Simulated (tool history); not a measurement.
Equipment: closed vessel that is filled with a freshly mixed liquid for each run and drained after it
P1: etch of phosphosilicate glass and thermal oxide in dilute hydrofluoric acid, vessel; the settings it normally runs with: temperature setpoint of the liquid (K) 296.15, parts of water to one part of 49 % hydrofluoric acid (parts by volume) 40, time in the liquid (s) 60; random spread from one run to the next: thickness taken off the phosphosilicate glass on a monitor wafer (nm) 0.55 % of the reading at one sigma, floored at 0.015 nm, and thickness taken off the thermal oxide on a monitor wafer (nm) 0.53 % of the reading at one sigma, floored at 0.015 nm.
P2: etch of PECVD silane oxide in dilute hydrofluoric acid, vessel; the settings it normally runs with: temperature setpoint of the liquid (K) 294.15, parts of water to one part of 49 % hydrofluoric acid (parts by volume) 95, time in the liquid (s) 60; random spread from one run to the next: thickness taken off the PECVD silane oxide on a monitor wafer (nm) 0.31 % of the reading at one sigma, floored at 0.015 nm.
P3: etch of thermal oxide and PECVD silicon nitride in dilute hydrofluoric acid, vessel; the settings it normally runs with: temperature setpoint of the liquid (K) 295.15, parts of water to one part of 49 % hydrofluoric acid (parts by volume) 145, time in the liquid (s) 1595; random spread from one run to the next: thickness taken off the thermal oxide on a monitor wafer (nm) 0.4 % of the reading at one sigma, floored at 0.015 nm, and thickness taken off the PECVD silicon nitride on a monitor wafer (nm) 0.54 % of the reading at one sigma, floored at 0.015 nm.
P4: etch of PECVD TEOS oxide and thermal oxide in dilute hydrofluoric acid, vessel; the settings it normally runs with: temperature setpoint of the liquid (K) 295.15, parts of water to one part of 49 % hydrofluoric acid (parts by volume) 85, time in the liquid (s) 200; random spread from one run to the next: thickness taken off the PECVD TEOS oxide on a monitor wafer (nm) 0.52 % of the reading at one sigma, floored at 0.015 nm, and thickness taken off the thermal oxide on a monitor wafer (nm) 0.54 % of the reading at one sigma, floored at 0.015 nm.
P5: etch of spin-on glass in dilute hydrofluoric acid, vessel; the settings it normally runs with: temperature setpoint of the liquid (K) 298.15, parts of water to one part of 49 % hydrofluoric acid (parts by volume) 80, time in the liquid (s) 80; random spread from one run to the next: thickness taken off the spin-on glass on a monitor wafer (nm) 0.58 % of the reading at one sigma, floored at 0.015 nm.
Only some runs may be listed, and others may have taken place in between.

run	day	process that ran	temperature setpoint of the liquid (K)	parts of water to one part of 49 % hydrofluoric acid (parts by volume)	time in the liquid (s)	hours since the thermometer was replaced	hours since the hydrofluoric acid flow meter was replaced	thickness taken off the phosphosilicate glass on a monitor wafer (nm)	thickness taken off the thermal oxide on a monitor wafer (nm)	thickness taken off the spin-on glass on a monitor wafer (nm)	thickness taken off the PECVD silicon nitride on a monitor wafer (nm)	thickness taken off the PECVD TEOS oxide on a monitor wafer (nm)	thickness taken off the PECVD silane oxide on a monitor wafer (nm)
1	0.300	P1	296.15	40	60	522.2	86.8	203.38	7.3356				
2	0.612	P5	298.15	80	80	529.7	94.3			40.696			
3	0.954	P1	296.15	40	30	537.9	102.5	102.12	3.6614				
4	1.417	P3	290.15	145	1595	549.0	113.6		36.0910		14.407		
5	1.746	P1	296.15	65	60	556.9	121.5	120.58	4.3595				
6	1.971	P1	296.15	20	60	562.3	126.9	417.54	15.0220				
7	2.329	P4	295.15	85	65	570.9	135.5		3.5661			12.949	
8	2.750	P3	295.15	145	2630	581.0	145.6		72.5430		32.772		
9	3.021	P5	302.65	80	80	587.5	152.1			47.962			
10	3.267	P5	298.15	80	145	593.4	158.0			74.071			
# day 3.425: hydrofluoric acid flow meter replaced
11	3.658	P4	295.15	35	200	602.8	5.7		28.5360			103.030	
12	4.129	P1	296.15	40	60	614.1	17.0	201.62	7.2288				
13	4.558	P2	290.15	95	60	624.4	27.3						15.243
14	4.975	P1	303.15	40	60	634.4	37.3	269.65	9.6901				
15	5.383	P3	295.15	145	1595	644.2	47.1		43.9820		20.029		
16	5.712	P3	295.15	195	1595	652.1	55.0		31.0070		15.035		
17	6.171	P2	294.15	95	60	663.1	66.0						18.112
18	6.442	P1	290.65	40	60	669.6	72.5	162.24	5.6732				
19	6.771	P1	296.15	40	100	677.5	80.4	338.50	12.1680				
# day 6.812: thermometer replaced
20	7.000	P1	296.15	65	110	4.5	85.9	221.40	7.9955				
21	7.333	P1	302.15	20	60	12.5	93.9	537.06	19.0610				
22	7.775	P4	295.15	85	200	23.1	104.5		11.0750			39.853	

The next listed run, before its measurement:
23	8.208	P1	291.65	40	100	33.5	114.9	?	?				

thickness taken off the phosphosilicate glass on a monitor wafer (nm): 278.33
thickness taken off the thermal oxide on a monitor wafer (nm): 9.9798
